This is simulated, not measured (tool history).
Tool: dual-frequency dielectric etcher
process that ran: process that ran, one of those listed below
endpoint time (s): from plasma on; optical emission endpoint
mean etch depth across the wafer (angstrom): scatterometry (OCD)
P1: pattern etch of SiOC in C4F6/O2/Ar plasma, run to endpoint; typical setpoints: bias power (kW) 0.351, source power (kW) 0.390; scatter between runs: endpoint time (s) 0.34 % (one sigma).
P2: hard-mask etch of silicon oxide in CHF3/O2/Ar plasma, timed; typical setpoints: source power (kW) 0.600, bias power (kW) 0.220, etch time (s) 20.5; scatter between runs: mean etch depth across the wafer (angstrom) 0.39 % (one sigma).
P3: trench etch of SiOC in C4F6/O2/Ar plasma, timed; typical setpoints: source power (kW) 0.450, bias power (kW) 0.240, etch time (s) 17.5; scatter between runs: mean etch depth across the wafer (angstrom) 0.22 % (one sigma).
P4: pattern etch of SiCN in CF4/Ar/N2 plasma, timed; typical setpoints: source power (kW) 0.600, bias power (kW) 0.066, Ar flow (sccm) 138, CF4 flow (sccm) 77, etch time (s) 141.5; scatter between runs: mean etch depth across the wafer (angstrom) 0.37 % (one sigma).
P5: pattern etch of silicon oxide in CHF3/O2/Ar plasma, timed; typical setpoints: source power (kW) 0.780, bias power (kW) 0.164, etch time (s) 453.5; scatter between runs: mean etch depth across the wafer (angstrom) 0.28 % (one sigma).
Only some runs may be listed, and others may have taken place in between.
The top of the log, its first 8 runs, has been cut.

run	day	process that ran	bias power (kW)	source power (kW)	Ar flow (sccm)	CF4 flow (sccm)	etch time (s)	hours since the last wet clean	hours since the last bias power generator calibration	hours since the last source power generator calibration	endpoint time (s)	mean etch depth across the wafer (angstrom)
9	2.996	P1	0.351	0.390				370.5	306.8	1021.8	10.6690	
10	3.196	P2	0.220	0.460			20.5	375.3	311.6	1026.6		394.83
11	3.562	P4	0.066	0.600	138	77	141.5	384.1	320.4	1035.4		1457.20
12	3.883	P2	0.220	0.600			20.5	391.8	328.1	1043.1		436.51
13	4.246	P4	0.066	0.600	138	77	187.0	400.5	336.8	1051.8		1936.10
14	4.579	P1	0.351	0.230				408.5	344.8	1059.8	12.9670	
15	4.883	P1	0.351	0.390				415.8	352.1	1067.1	10.6990	
16	5.146	P3	0.323	0.450			17.5	422.1	358.4	1073.4		460.08
17	5.471	P5	0.164	0.780			672.0	429.9	366.2	1081.2		14933.00
18	5.796	P1	0.267	0.530				437.7	374.0	1089.0	10.3810	
# day 6.042: source power generator calibrated
19	6.162	P1	0.351	0.460				446.5	382.8	2.9	9.9784	
20	6.521	P3	0.240	0.360			17.5	455.1	391.4	11.5		382.73
21	6.875	P1	0.351	0.390				463.6	399.9	20.0	10.6660	
22	7.150	P1	0.416	0.390				470.2	406.5	26.6	10.0640	
23	7.388	P5	0.102	0.780			453.5	475.9	412.2	32.3		8717.90
24	7.683	P2	0.220	0.600			29.0	483.0	419.3	39.4		619.24

Predict the results of run 25:
25	7.983	P2	0.160	0.600			20.5	490.2	426.5	46.6		?

Logged for run 25: mean etch depth across the wafer (angstrom) 392.35.

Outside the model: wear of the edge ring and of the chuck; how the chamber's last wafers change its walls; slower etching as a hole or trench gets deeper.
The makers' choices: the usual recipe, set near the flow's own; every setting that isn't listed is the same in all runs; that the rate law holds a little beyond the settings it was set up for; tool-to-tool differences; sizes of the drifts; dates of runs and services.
